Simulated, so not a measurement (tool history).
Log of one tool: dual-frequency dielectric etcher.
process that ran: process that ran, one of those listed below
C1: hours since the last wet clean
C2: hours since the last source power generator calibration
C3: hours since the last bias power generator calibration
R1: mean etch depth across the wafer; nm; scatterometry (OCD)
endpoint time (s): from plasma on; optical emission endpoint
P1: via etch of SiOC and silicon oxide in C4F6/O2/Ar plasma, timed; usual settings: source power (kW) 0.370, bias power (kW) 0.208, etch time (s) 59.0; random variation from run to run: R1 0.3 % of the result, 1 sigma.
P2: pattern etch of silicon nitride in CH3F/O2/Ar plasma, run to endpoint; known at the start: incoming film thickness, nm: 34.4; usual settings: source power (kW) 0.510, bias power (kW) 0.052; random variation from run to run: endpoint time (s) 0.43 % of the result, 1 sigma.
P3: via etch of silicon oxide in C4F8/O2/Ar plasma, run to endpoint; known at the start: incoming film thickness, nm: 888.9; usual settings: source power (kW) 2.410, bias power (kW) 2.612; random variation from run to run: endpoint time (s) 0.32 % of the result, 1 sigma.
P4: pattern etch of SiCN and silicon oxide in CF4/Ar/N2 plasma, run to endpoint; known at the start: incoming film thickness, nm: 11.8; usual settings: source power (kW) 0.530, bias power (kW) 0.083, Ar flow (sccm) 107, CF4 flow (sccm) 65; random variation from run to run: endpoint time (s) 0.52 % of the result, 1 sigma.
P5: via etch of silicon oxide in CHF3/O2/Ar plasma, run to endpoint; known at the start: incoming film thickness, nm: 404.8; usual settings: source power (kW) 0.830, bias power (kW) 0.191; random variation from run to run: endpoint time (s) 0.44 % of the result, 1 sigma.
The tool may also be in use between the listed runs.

{"run": 1, "day": 0.588, "process that ran": "P1", "source power (kW)": 0.37, "bias power (kW)": 0.208, "etch time (s)": 59.0, "C1": 113.7, "C2": 2079.4, "C3": 1286.7, "R1": 68.058}
{"run": 2, "day": 1.183, "process that ran": "P4", "source power (kW)": 0.71, "bias power (kW)": 0.083, "Ar flow (sccm)": 107, "CF4 flow (sccm)": 65, "C1": 128.0, "C2": 2093.7, "C3": 1301.0, "endpoint time (s)": 9.0089}
{"run": 3, "day": 1.529, "process that ran": "P1", "source power (kW)": 0.37, "bias power (kW)": 0.208, "etch time (s)": 59.0, "C1": 136.3, "C2": 2102.0, "C3": 1309.3, "R1": 68.246}
{"run": 4, "day": 1.912, "process that ran": "P1", "source power (kW)": 0.37, "bias power (kW)": 0.208, "etch time (s)": 59.0, "C1": 145.5, "C2": 2111.2, "C3": 1318.5, "R1": 68.426}
{"run": 5, "day": 2.25, "process that ran": "P2", "source power (kW)": 0.63, "bias power (kW)": 0.052, "C1": 153.6, "C2": 2119.3, "C3": 1326.6, "endpoint time (s)": 47.228}
{"run": 6, "day": 2.812, "process that ran": "P1", "source power (kW)": 0.48, "bias power (kW)": 0.208, "etch time (s)": 59.0, "C1": 167.1, "C2": 2132.8, "C3": 1340.1, "R1": 74.924}
{"run": 7, "day": 3.208, "process that ran": "P2", "source power (kW)": 0.51, "bias power (kW)": 0.07, "C1": 176.6, "C2": 2142.3, "C3": 1349.6, "endpoint time (s)": 46.924}
{"run": 8, "day": 3.8, "process that ran": "P1", "source power (kW)": 0.37, "bias power (kW)": 0.208, "etch time (s)": 73.5, "C1": 190.8, "C2": 2156.5, "C3": 1363.8, "R1": 85.108}
{"run": 9, "day": 4.142, "process that ran": "P3", "source power (kW)": 2.41, "bias power (kW)": 2.612, "C1": 199.0, "C2": 2164.7, "C3": 1372.0, "endpoint time (s)": 150.61}
{"run": 10, "day": 4.438, "process that ran": "P1", "source power (kW)": 0.37, "bias power (kW)": 0.208, "etch time (s)": 59.0, "C1": 206.1, "C2": 2171.8, "C3": 1379.1, "R1": 67.83}
{"run": 11, "day": 4.729, "process that ran": "P1", "source power (kW)": 0.22, "bias power (kW)": 0.208, "etch time (s)": 59.0, "C1": 213.1, "C2": 2178.8, "C3": 1386.1, "R1": 55.691}
{"run": 12, "day": 5.0, "process that ran": "P3", "source power (kW)": 3.29, "bias power (kW)": 2.612, "C1": 219.6, "C2": 2185.3, "C3": 1392.6, "endpoint time (s)": 133.54}
{"run": 13, "day": 5.467, "process that ran": "P1", "source power (kW)": 0.47, "bias power (kW)": 0.171, "etch time (s)": 59.0, "C1": 230.8, "C2": 2196.5, "C3": 1403.8, "R1": 69.687}
{"run": 14, "day": 5.875, "process that ran": "P3", "source power (kW)": 2.41, "bias power (kW)": 2.612, "C1": 240.6, "C2": 2206.3, "C3": 1413.6, "endpoint time (s)": 151.15}
{"run": 15, "day": 6.446, "process that ran": "P1", "source power (kW)": 0.37, "bias power (kW)": 0.208, "etch time (s)": 45.5, "C1": 254.3, "C2": 2220.0, "C3": 1427.3, "R1": 52.684}
{"run": 16, "day": 7.0, "process that ran": "P2", "source power (kW)": 0.51, "bias power (kW)": 0.052, "C1": 267.6, "C2": 2233.3, "C3": 1440.6, "endpoint time (s)": 51.991}
{"run": 17, "day": 7.621, "process that ran": "P5", "source power (kW)": 1.02, "bias power (kW)": 0.191, "C1": 282.5, "C2": 2248.2, "C3": 1455.5, "endpoint time (s)": 161.11}
{"run": 18, "day": 8.05, "process that ran": "P4", "source power (kW)": 0.53, "bias power (kW)": 0.083, "Ar flow (sccm)": 73, "CF4 flow (sccm)": 65, "C1": 292.8, "C2": 2258.5, "C3": 1465.8, "endpoint time (s)": 11.082}
{"run": 19, "day": 8.571, "process that ran": "P4", "source power (kW)": 0.53, "bias power (kW)": 0.083, "Ar flow (sccm)": 107, "CF4 flow (sccm)": 65, "C1": 305.3, "C2": 2271.0, "C3": 1478.3, "endpoint time (s)": 11.517}

Forecast run 20:
{"day": 8.775, "done": "bias power generator calibrated"}
{"run": 20, "day": 8.988, "process that ran": "P5", "source power (kW)": 0.83, "bias power (kW)": 0.115, "C1": 315.3, "C2": 2281.0, "C3": 5.1, "endpoint time (s)": "?"}

{"run 20": {"endpoint time (s)": 202.93}}

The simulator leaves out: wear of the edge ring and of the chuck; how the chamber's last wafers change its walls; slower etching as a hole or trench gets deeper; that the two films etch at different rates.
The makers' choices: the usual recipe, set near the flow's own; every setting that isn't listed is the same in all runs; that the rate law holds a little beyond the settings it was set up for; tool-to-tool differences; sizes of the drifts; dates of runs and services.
